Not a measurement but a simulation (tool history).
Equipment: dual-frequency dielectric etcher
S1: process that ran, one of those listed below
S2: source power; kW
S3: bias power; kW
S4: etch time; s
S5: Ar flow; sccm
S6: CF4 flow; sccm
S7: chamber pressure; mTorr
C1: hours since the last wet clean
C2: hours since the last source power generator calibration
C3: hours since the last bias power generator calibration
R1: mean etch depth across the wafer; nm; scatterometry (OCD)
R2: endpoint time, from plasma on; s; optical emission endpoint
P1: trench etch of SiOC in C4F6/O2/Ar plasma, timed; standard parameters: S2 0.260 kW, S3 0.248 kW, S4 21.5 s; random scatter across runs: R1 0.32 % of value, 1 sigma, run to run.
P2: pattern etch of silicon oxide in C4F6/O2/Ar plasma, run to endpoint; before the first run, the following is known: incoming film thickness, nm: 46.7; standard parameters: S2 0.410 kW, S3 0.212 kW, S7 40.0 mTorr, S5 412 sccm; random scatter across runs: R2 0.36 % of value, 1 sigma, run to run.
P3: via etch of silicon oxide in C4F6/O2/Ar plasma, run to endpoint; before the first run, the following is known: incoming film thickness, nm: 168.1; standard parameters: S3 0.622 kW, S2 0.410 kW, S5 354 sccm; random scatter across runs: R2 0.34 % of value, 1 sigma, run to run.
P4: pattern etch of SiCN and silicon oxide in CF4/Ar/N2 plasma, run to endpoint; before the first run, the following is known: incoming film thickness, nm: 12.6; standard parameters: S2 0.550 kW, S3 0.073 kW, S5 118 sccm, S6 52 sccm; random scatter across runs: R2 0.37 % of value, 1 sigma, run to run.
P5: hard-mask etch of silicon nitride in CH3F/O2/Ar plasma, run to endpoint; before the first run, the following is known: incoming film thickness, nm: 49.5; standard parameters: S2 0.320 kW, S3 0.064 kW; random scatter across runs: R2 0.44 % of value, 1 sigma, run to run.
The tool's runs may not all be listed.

run,hour,S1,S2,S3,S4,S5,S6,S7,C1,C2,C3,R1,R2
1,7.5,P1,0.260,0.248,21.5,,,,75.4,1315.4,1354.0,42.519,
2,18.1,P1,0.260,0.248,21.5,,,,86.0,1326.0,1364.6,42.637,
3,30.9,P4,0.550,0.073,,118,72,,98.8,1338.8,1377.4,,12.603
4,37.4,P4,0.550,0.073,,73,52,,105.3,1345.3,1383.9,,12.336
5,45.0,P2,0.410,0.212,,412,,40.0,112.9,1352.9,1391.5,,14.810
6,57.7,P1,0.260,0.248,14.0,,,,125.6,1365.6,1404.2,27.752,
7,69.5,P1,0.180,0.248,21.5,,,,137.4,1377.4,1416.0,37.046,
8,82.7,P2,0.410,0.129,,412,,40.0,150.6,1390.6,1429.2,,17.154
9,92.2,P1,0.350,0.248,21.5,,,,160.1,1400.1,1438.7,47.768,
10,100.1,P3,0.410,0.622,,208,,,168.0,1408.0,1446.6,,31.732
11,107.7,P4,0.650,0.073,,118,52,,175.6,1415.6,1454.2,,11.425
12,114.9,P4,0.550,0.073,,118,52,,182.8,1422.8,1461.4,,13.232
13,124.7,P5,0.410,0.064,,,,,192.6,1432.6,1471.2,,72.518
14,138.3,P1,0.260,0.248,21.5,,,,206.2,1446.2,1484.8,42.729,
15,151.6,P1,0.260,0.248,27.5,,,,219.5,1459.5,1498.1,54.602,
16,157.8,P1,0.260,0.185,12.0,,,,225.7,1465.7,1504.3,21.461,
# hour 157.9: bias power generator calibrated
# hour 168.2: source power generator calibrated
17,169.5,P2,0.410,0.212,,412,,40.0,237.4,1.4,11.7,,14.681
18,179.1,P2,0.410,0.212,,412,,30.5,247.0,11.0,21.3,,14.244
19,189.9,P3,0.410,0.493,,354,,,257.8,21.8,32.1,,36.636
20,197.6,P1,0.260,0.248,21.5,,,,265.5,29.5,39.8,42.566,
21,205.4,P2,0.410,0.212,,242,,40.0,273.3,37.3,47.6,,13.850
22,219.4,P1,0.260,0.339,21.5,,,,287.3,51.3,61.6,47.479,
23,233.1,P1,0.260,0.178,21.5,,,,301.0,65.0,75.3,38.065,
24,243.2,P2,0.490,0.212,,412,,40.0,311.1,75.1,85.4,,13.697
25,252.1,P5,0.320,0.078,,,,,320.0,84.0,94.3,,74.750
26,264.8,P1,0.200,0.330,21.5,,,,332.7,96.7,107.0,42.566,
27,277.3,P1,0.190,0.248,15.5,,,,345.2,109.2,119.5,27.258,
28,286.2,P3,0.530,0.622,,354,,,354.1,118.1,128.4,,30.908
29,293.4,P4,0.550,0.057,,118,52,,361.3,125.3,135.6,,14.472
30,302.6,P3,0.410,0.622,,354,,,370.5,134.5,144.8,,33.849
31,312.4,P5,0.320,0.064,,,,,380.3,144.3,154.6,,79.985
32,320.4,P1,0.260,0.248,21.5,,,,388.3,152.3,162.6,42.887,
33,328.0,P1,0.260,0.248,21.5,,,,395.9,159.9,170.2,42.644,
34,339.9,P1,0.260,0.248,21.5,,,,407.8,171.8,182.1,42.300,
35,346.4,P1,0.260,0.248,21.5,,,,414.3,178.3,188.6,41.991,
36,355.4,P1,0.260,0.248,21.5,,,,423.3,187.3,197.6,42.162,
37,363.0,P1,0.260,0.248,21.5,,,,430.9,194.9,205.2,42.110,
# hour 371.5: wet clean of the chamber
38,375.0,P1,0.260,0.248,21.5,,,,3.6,206.9,217.2,42.104,
39,385.3,P1,0.260,0.248,21.5,,,,13.9,217.2,227.5,42.022,
40,392.9,P1,0.260,0.248,21.5,,,,21.5,224.8,235.1,42.196,
41,401.2,P1,0.260,0.248,21.5,,,,29.8,233.1,243.4,42.034,
42,412.6,P1,0.260,0.248,21.5,,,,41.2,244.5,254.8,41.942,
43,424.1,P1,0.260,0.248,21.5,,,,52.7,256.0,266.3,42.052,
44,434.9,P1,0.260,0.248,21.5,,,,63.5,266.8,277.1,42.005,

The output of P1 has drifted from where it used to be. Each of the 2 causes below, taken at the size shown beside it, accounts for the log equally well:
A: source power that arrives under what is set, % = 4.1
B: bias power that arrives under what is set, % = 4.48
The gradual shift began around hour 328.0.
Each remaining cause and why it is not a fit:
chamber walls in a state that lowers the etch rate, %: serviced at hour 371.5, which brought nothing back

Which of the 4 check runs listed below, each an average over 2 wafers with its results shown as question marks, gives clearly different results under the different listed causes?
check 1,445.7,P5,0.380,0.064,,,,,,,,,?
check 2,445.7,P4,0.550,0.058,,78,52,,,,,,?
check 3,445.7,P3,0.520,0.622,,354,,,,,,,?
check 4,445.7,P2,0.410,0.137,,412,,40.0,,,,,?

What every check run would give for each of its results, assuming each possible cause in turn:
check,result,if A,if B
check 1,R2,76.089,76.035
check 2,R2,13.873,13.561
check 3,R2,31.385,31.450
check 4,R2,17.129,17.076
Smallest distance between any two causes, each pair judged by its most separating result, in per cent: check 1 0.07 %; check 2 2.27 %; check 3 0.2 %; check 4 0.31 %
Only in check 2 would the causes give clearly different results; in the remaining checks their results would be nearly the same.

Check 2 has now been run. It gave: R2 13.867 s. Which of the candidate causes is it?

Of the candidate causes, it is A: source power that arrives under what is set, %.
